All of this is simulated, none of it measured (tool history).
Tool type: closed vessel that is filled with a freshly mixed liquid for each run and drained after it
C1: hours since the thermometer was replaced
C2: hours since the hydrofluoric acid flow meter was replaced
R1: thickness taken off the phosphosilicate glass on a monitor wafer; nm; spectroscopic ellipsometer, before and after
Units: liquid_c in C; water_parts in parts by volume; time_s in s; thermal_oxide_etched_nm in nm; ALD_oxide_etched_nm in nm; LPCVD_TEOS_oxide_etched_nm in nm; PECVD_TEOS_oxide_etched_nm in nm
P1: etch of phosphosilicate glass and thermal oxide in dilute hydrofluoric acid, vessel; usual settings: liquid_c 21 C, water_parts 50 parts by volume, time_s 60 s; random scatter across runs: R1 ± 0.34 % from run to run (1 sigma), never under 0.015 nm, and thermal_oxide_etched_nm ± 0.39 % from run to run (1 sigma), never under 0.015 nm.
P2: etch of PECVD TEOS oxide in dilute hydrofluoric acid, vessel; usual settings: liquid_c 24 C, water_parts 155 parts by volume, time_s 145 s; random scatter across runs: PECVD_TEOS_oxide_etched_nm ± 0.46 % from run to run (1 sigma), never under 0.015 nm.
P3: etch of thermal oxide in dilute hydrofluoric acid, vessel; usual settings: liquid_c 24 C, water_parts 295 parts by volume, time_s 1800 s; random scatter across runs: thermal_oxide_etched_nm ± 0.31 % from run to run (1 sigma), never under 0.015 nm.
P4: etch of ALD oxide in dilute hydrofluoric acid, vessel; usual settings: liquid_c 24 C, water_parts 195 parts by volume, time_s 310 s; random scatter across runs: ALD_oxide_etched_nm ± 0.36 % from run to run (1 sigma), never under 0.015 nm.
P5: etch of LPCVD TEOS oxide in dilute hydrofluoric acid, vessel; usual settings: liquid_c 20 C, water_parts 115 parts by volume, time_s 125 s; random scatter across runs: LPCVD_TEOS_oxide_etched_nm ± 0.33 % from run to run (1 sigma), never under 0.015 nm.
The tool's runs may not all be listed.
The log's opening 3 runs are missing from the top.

At hour 38.9: hydrofluoric acid flow meter replaced.
Run 4, hour 39.2: process P1, liquid_c 28 C, water_parts 50 parts by volume, time_s 60 s; C1 728.8; C2 0.4. Result: R1 146.83 nm, thermal_oxide_etched_nm 7.2973 nm.
Run 5, hour 53.2: process P3, liquid_c 24 C, water_parts 295 parts by volume, time_s 3230 s; C1 742.8; C2 14.4. Result: thermal_oxide_etched_nm 41.476 nm.
Run 6, hour 61.8: process P1, liquid_c 21 C, water_parts 20 parts by volume, time_s 60 s; C1 751.4; C2 23. Result: R1 286.1 nm, thermal_oxide_etched_nm 14.23 nm.
Run 7, hour 69.7: process P1, liquid_c 21 C, water_parts 50 parts by volume, time_s 100 s; C1 759.3; C2 30.9. Result: R1 184.48 nm, thermal_oxide_etched_nm 9.0866 nm.
Run 8, hour 82.9: process P3, liquid_c 28.5 C, water_parts 295 parts by volume, time_s 1800 s; C1 772.5; C2 44.1. Result: thermal_oxide_etched_nm 26.938 nm.
Run 9, hour 91: process P4, liquid_c 24 C, water_parts 195 parts by volume, time_s 310 s; C1 780.6; C2 52.2. Result: ALD_oxide_etched_nm 16.238 nm.
Run 10, hour 103.4: process P4, liquid_c 24 C, water_parts 195 parts by volume, time_s 310 s; C1 793; C2 64.6. Result: ALD_oxide_etched_nm 16.357 nm.
Run 11, hour 118.2: process P1, liquid_c 21 C, water_parts 50 parts by volume, time_s 60 s; C1 807.8; C2 79.4. Result: R1 110.86 nm, thermal_oxide_etched_nm 5.4397 nm.
Run 12, hour 130.8: process P1, liquid_c 17 C, water_parts 50 parts by volume, time_s 60 s; C1 820.4; C2 92. Result: R1 92.993 nm, thermal_oxide_etched_nm 4.6023 nm.
Run 13, hour 143: process P1, liquid_c 24.5 C, water_parts 50 parts by volume, time_s 30 s; C1 832.6; C2 104.2. Result: R1 63.647 nm, thermal_oxide_etched_nm 3.1889 nm.
Run 14, hour 154.4: process P3, liquid_c 24 C, water_parts 510 parts by volume, time_s 1800 s; C1 844; C2 115.6. Result: thermal_oxide_etched_nm 10.953 nm.
Run 15, hour 166.6: process P5, liquid_c 17 C, water_parts 115 parts by volume, time_s 125 s; C1 856.2; C2 127.8. Result: LPCVD_TEOS_oxide_etched_nm 16.246 nm.
Run 16, hour 174.3: process P5, liquid_c 20 C, water_parts 20 parts by volume, time_s 125 s; C1 863.9; C2 135.5. Result: LPCVD_TEOS_oxide_etched_nm 119.34 nm.
Run 17, hour 183.2: process P4, liquid_c 24 C, water_parts 50 parts by volume, time_s 310 s; C1 872.8; C2 144.4. Result: ALD_oxide_etched_nm 75.473 nm.
Run 18, hour 192.9: process P2, liquid_c 24 C, water_parts 40 parts by volume, time_s 145 s; C1 882.5; C2 154.1. Result: PECVD_TEOS_oxide_etched_nm 73.218 nm.
Run 19, hour 200.8: process P4, liquid_c 31 C, water_parts 195 parts by volume, time_s 310 s; C1 890.4; C2 162. Result: ALD_oxide_etched_nm 20.989 nm.
Run 20, hour 214.6: process P2, liquid_c 24 C, water_parts 155 parts by volume, time_s 245 s; C1 904.2; C2 175.8. Result: PECVD_TEOS_oxide_etched_nm 27.709 nm.

For run 21, what comes out?
Run 21, hour 223.9: process P4, liquid_c 24 C, water_parts 195 parts by volume, time_s 170 s; C1 913.5; C2 185.1. Result: ALD_oxide_etched_nm ?.

ALD_oxide_etched_nm: 8.8922 nm
